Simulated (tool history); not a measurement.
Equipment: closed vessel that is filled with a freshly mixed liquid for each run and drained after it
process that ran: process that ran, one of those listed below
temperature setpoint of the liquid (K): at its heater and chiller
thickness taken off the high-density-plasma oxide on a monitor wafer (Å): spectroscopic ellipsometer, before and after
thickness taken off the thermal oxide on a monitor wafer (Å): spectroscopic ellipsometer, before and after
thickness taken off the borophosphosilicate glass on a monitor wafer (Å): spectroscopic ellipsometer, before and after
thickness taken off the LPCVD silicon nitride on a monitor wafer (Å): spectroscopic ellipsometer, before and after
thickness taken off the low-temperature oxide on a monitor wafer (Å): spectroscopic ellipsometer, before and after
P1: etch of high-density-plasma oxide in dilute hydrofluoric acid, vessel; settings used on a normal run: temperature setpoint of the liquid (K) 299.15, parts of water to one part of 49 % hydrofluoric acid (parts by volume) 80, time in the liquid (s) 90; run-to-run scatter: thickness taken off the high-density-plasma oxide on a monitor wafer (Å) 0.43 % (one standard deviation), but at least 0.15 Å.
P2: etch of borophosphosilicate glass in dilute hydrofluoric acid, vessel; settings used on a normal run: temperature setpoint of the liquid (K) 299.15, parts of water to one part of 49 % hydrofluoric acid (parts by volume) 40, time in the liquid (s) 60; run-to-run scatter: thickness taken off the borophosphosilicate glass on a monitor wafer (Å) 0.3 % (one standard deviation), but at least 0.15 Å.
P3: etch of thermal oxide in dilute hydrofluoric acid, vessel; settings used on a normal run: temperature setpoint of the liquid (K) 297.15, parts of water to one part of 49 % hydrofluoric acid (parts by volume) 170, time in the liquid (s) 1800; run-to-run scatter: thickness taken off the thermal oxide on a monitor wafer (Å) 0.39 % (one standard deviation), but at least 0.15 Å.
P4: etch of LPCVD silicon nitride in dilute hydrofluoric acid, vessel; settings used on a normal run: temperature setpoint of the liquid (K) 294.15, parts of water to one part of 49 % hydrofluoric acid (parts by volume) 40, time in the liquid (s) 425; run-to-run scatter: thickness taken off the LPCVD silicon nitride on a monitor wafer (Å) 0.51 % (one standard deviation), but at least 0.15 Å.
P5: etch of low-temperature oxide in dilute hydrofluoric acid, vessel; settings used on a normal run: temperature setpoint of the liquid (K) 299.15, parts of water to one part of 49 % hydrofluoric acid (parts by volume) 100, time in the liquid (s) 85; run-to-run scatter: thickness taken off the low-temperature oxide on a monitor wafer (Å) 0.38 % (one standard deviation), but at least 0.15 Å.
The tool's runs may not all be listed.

run,day,process that ran,temperature setpoint of the liquid (K),parts of water to one part of 49 % hydrofluoric acid (parts by volume),time in the liquid (s),hours since the thermometer was replaced,hours since the hydrofluoric acid flow meter was replaced,thickness taken off the high-density-plasma oxide on a monitor wafer (Å),thickness taken off the thermal oxide on a monitor wafer (Å),thickness taken off the borophosphosilicate glass on a monitor wafer (Å),thickness taken off the LPCVD silicon nitride on a monitor wafer (Å),thickness taken off the low-temperature oxide on a monitor wafer (Å)
1,0.621,P1,299.15,80,90,514.5,1088.9,63.391,,,,
2,1.142,P3,297.15,170,30,527.0,1101.4,,7.5341,,,
3,1.462,P1,299.15,80,90,534.7,1109.1,63.242,,,,
4,1.842,P2,299.15,55,60,543.8,1118.2,,,350.64,,
5,2.171,P2,299.15,40,30,551.7,1126.1,,,246.40,,
6,2.858,P4,294.15,40,425,568.2,1142.6,,,,43.470,
7,3.408,P1,299.15,80,90,581.4,1155.8,63.865,,,,
8,3.983,P2,299.15,40,60,595.2,1169.6,,,494.11,,
9,4.283,P3,297.15,290,1800,602.4,1176.8,,232.5800,,,
10,4.629,P5,299.15,100,85,610.7,1185.1,,,,,296.44
11,4.975,P4,294.15,20,425,619.0,1193.4,,,,84.724,
12,5.558,P1,299.15,80,30,633.0,1207.4,21.250,,,,
13,6.138,P5,299.15,25,85,646.9,1221.3,,,,,1313.10
14,6.567,P1,292.15,80,90,657.2,1231.6,47.712,,,,
15,6.962,P2,295.65,40,60,666.7,1241.1,,,428.21,,
16,7.471,P1,299.15,80,90,678.9,1253.3,63.657,,,,
17,8.071,P1,299.15,30,90,693.3,1267.7,179.880,,,,
18,8.621,P4,294.15,40,425,706.5,1280.9,,,,43.573,
19,8.942,P2,299.15,40,60,714.2,1288.6,,,493.24,,
20,9.258,P4,294.15,40,725,721.8,1296.2,,,,74.592,
21,9.717,P3,305.15,170,1800,732.8,1307.2,,606.1100,,,
22,10.067,P1,304.15,80,155,741.2,1315.6,131.440,,,,
23,10.412,P5,299.15,100,30,749.5,1323.9,,,,,104.56
24,11.025,P3,297.15,170,1800,764.2,1338.6,,450.0600,,,
25,11.638,P1,299.15,120,90,778.9,1353.3,40.181,,,,
26,11.954,P1,299.15,80,90,786.5,1360.9,62.868,,,,
27,12.296,P1,299.15,80,150,794.7,1369.1,105.830,,,,
28,12.700,P1,304.15,80,90,804.4,1378.8,76.839,,,,
29,13.038,P4,290.15,40,425,812.5,1386.9,,,,33.478,
30,13.667,P1,299.15,80,90,827.6,1402.0,63.155,,,,
31,14.000,P5,304.65,100,85,835.6,1410.0,,,,,363.72
32,14.658,P1,299.15,80,90,851.4,1425.8,62.801,,,,
33,15.121,P1,299.15,80,90,862.5,1436.9,61.042,,,,
34,15.567,P1,299.15,80,90,873.2,1447.6,60.313,,,,
35,16.242,P1,299.15,80,90,889.4,1463.8,59.487,,,,
36,16.725,P1,299.15,80,90,901.0,1475.4,59.098,,,,
37,17.212,P1,299.15,80,90,912.7,1487.1,58.576,,,,
38,17.800,P1,299.15,80,90,926.8,1501.2,59.151,,,,
39,18.325,P1,299.15,80,90,939.4,1513.8,58.504,,,,
40,18.683,P1,299.15,80,90,948.0,1522.4,58.533,,,,

Something has made what P1 gives creep away from where it was; the 2 causes below, each at its own stated size, fit the log equally well:
A: hydrofluoric acid flow below the setpoint (%) = 6.66
B: liquid colder than its thermometer reads (K) = 1.92
The drift started at roughly day 14.658.

Of the 4 check runs listed below, each run on one wafer and each result written as a question mark, which would let you distinguish the listed causes because they would give clearly different results?
check 1,19.042,P3,297.15,170,1800,,,,?,,,
check 2,19.042,P2,299.15,40,60,,,,,?,,
check 3,19.042,P4,294.15,40,425,,,,,,?,
check 4,19.042,P5,299.15,100,85,,,,,,,?

Outcome of each check run for each possible cause:
check,result,if A,if B
check 1,thickness taken off the thermal oxide on a monitor wafer (Å),418.1400,422.0100
check 2,thickness taken off the borophosphosilicate glass on a monitor wafer (Å),458.69,455.86
check 3,thickness taken off the LPCVD silicon nitride on a monitor wafer (Å),40.881,38.227
check 4,thickness taken off the low-temperature oxide on a monitor wafer (Å),274.62,275.38
Gap, in per cent, between the two causes that each check separates least, read from the result that separates them most: check 1 0.92 %; check 2 0.62 %; check 3 6.71 %; check 4 0.28 %
Only check 3 tells the causes apart: in the others they would give nearly the same result.

Check 3 has now been run. It gave: thickness taken off the LPCVD silicon nitride on a monitor wafer (Å) 41.070. Which of the candidate causes is it?

It was cause A: hydrofluoric acid flow below the setpoint (%).
